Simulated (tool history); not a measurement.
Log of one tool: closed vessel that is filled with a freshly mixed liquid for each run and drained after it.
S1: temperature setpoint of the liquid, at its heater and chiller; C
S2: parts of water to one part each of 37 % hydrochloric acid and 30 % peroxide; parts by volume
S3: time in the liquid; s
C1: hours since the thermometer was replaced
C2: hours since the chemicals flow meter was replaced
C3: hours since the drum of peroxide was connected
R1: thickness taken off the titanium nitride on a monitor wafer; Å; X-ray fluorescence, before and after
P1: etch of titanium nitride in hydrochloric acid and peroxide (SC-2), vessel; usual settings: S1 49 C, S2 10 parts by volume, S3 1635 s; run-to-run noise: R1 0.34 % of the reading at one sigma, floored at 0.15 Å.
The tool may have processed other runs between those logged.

run   hour    S1    S2    S3      C1     C2     C3      R1
  1   15.1    49    10  1635    1403    500  265.7  299.85
  2   29.3    49    10  1635  1417.2  514.2  279.9   300.3
  3   39.7    49    10  1635  1427.6  524.6  290.3  300.68
  4   52.7    65    10  1635  1440.6  537.6  303.3  840.99
  5   65.3  37.5  14.5  1635  1453.2  550.2  315.9  97.638
  6   74.4    49     4  1635  1462.3  559.3    325  598.46
  7   89.5    35    10  1635  1477.4  574.4  340.1  111.33
  8  102.6    49    17   110  1490.5  587.5  353.2  12.932
  9  110.7    49    10  1635  1498.6  595.6  361.3  300.28
 10  119.8    49    10  1635  1507.7  604.7  370.4  299.54
 11    127    49  15.5  1635  1514.9  611.9  377.6  204.11
 12  136.8    49    10    80  1524.7  621.7  387.4   14.38
 13  145.1    49    10  2595    1533    630  395.7  479.62
 14  155.4    49    10  1635  1543.3  640.3    406  299.72
 15  165.7    49    10  1635  1553.6  650.6  416.3  299.93
 16  177.1    49    10  1635    1565    662  427.7  308.23
 17  184.4    49    10  1635  1572.3  669.3    435  312.49
 18    195    49    10  1635  1582.9  679.9  445.6  317.69
 19  208.6    49    10  1635  1596.5  693.5  459.2  320.46
 20  216.7    49    10  1635  1604.6  701.6  467.3  319.32
 21  226.5    49    10  1635  1614.4  711.4  477.1  322.49
 22  236.9    49    10  1635  1624.8  721.8  487.5  323.62
 23  248.5    49    10  1635  1636.4  733.4  499.1  320.63

P1 has crept away from where it was. The log is fitted equally well by each of these 2 causes, at the sizes shown:
A: chemicals flow above the setpoint (%) = 9.09
B: liquid hotter than its thermometer reads (K) = 1.08
The creep began at about hour 165.7.
Ruled out, with reasons:
peroxide weaker than its label (%): 8 at the very most, moving R1 by -7.4 %, which is either too weak or the wrong sign

The 4 check runs listed below each average the results of 2 wafers, and their outcomes are marked with question marks. Under which run would the listed causes produce clearly different results?
check 1  260.1  36.5  10   255               ?
check 2  260.1    64  10  1635               ?
check 3  260.1    36   4  1635               ?
check 4  260.1  38.5  10   490               ?

How each check would come out, cause by cause:
  check  result    if A    if B
check 1      R1  21.007  21.138
check 2      R1   843.1  838.05
check 3      R1  255.94  261.45
check 4      R1  46.633  46.877
Separation of the two closest causes in each check, using whichever result separates them best: check 1 0.62 %; check 2 0.6 %; check 3 2.13 %; check 4 0.52 %
The causes can be told apart only by check 3. The other checks would give nearly the same results under each of them.

Check 3 was carried out, with these results: R1 261.83 Å. Which of the listed causes is responsible?

It is B: liquid hotter than its thermometer reads (K).
